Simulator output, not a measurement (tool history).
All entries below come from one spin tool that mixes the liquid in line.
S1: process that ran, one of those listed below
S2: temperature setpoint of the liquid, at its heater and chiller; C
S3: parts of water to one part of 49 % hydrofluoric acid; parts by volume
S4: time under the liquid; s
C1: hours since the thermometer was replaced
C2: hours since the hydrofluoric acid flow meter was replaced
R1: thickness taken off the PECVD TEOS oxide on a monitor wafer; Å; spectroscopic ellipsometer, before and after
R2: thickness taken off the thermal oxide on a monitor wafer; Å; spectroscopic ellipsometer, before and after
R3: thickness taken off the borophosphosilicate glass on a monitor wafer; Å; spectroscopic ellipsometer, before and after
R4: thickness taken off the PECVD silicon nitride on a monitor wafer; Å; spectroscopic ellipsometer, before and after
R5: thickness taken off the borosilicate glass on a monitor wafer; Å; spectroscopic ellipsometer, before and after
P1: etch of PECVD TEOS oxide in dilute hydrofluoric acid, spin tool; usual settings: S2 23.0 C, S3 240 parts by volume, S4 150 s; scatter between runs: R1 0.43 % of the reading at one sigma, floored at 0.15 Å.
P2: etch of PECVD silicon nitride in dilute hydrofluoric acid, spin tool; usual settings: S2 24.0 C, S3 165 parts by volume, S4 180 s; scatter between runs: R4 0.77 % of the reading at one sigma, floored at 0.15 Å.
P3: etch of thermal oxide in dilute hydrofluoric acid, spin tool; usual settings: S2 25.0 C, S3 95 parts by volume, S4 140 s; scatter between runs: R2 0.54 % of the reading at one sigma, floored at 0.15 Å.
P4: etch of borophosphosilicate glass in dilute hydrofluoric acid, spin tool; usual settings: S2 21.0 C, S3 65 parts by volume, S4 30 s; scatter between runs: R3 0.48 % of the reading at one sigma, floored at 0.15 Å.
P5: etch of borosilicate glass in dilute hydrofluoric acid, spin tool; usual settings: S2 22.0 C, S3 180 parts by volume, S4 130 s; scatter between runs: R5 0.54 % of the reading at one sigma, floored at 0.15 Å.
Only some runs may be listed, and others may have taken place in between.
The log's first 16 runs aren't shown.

Run 17, hour 145.3: S1 P4, S2 27.5 C, S3 65 parts by volume, S4 30 s; C1 224.5; C2 1787.0. Result: R3 259.340 Å.
Run 18, hour 155.7: S1 P1, S2 23.0 C, S3 240 parts by volume, S4 150 s; C1 234.9; C2 1797.4. Result: R1 89.802 Å.
Run 19, hour 165.3: S1 P1, S2 27.0 C, S3 240 parts by volume, S4 20 s; C1 244.5; C2 1807.0. Result: R1 14.049 Å.
Run 20, hour 176.7: S1 P1, S2 23.0 C, S3 70 parts by volume, S4 150 s; C1 255.9; C2 1818.4. Result: R1 372.620 Å.
Run 21, hour 183.9: S1 P4, S2 21.0 C, S3 65 parts by volume, S4 30 s; C1 263.1; C2 1825.6. Result: R3 198.350 Å.
Run 22, hour 189.5: S1 P4, S2 21.0 C, S3 100 parts by volume, S4 30 s; C1 268.7; C2 1831.2. Result: R3 123.470 Å.
Run 23, hour 198.8: S1 P5, S2 22.0 C, S3 180 parts by volume, S4 15 s; C1 278.0; C2 1840.5. Result: R5 17.215 Å.
Run 24, hour 210.1: S1 P1, S2 23.0 C, S3 240 parts by volume, S4 150 s; C1 289.3; C2 1851.8. Result: R1 89.715 Å.
Run 25, hour 217.1: S1 P3, S2 25.0 C, S3 95 parts by volume, S4 140 s; C1 296.3; C2 1858.8. Result: R2 74.949 Å.
Run 26, hour 222.8: S1 P1, S2 27.5 C, S3 240 parts by volume, S4 150 s; C1 302.0; C2 1864.5. Result: R1 105.580 Å.
Run 27, hour 232.6: S1 P1, S2 23.0 C, S3 240 parts by volume, S4 150 s; C1 311.8; C2 1874.3. Result: R1 90.086 Å.
Run 28, hour 243.3: S1 P1, S2 23.0 C, S3 240 parts by volume, S4 255 s; C1 322.5; C2 1885.0. Result: R1 151.990 Å.
Run 29, hour 253.3: S1 P2, S2 24.0 C, S3 165 parts by volume, S4 180 s; C1 332.5; C2 1895.0. Result: R4 35.8580 Å.
Run 30, hour 265.9: S1 P5, S2 29.5 C, S3 180 parts by volume, S4 130 s; C1 345.1; C2 1907.6. Result: R5 196.850 Å.
Run 31, hour 275.8: S1 P3, S2 25.0 C, S3 165 parts by volume, S4 140 s; C1 355.0; C2 1917.5. Result: R2 39.590 Å.

Run 32, settings as shown, results not yet in. Your forecast:
Run 32, hour 281.6: S1 P1, S2 23.0 C, S3 240 parts by volume, S4 15 s; C1 360.8; C2 1923.3. Result: R1 ?.

{"run 32": {"R1": 9.094}}
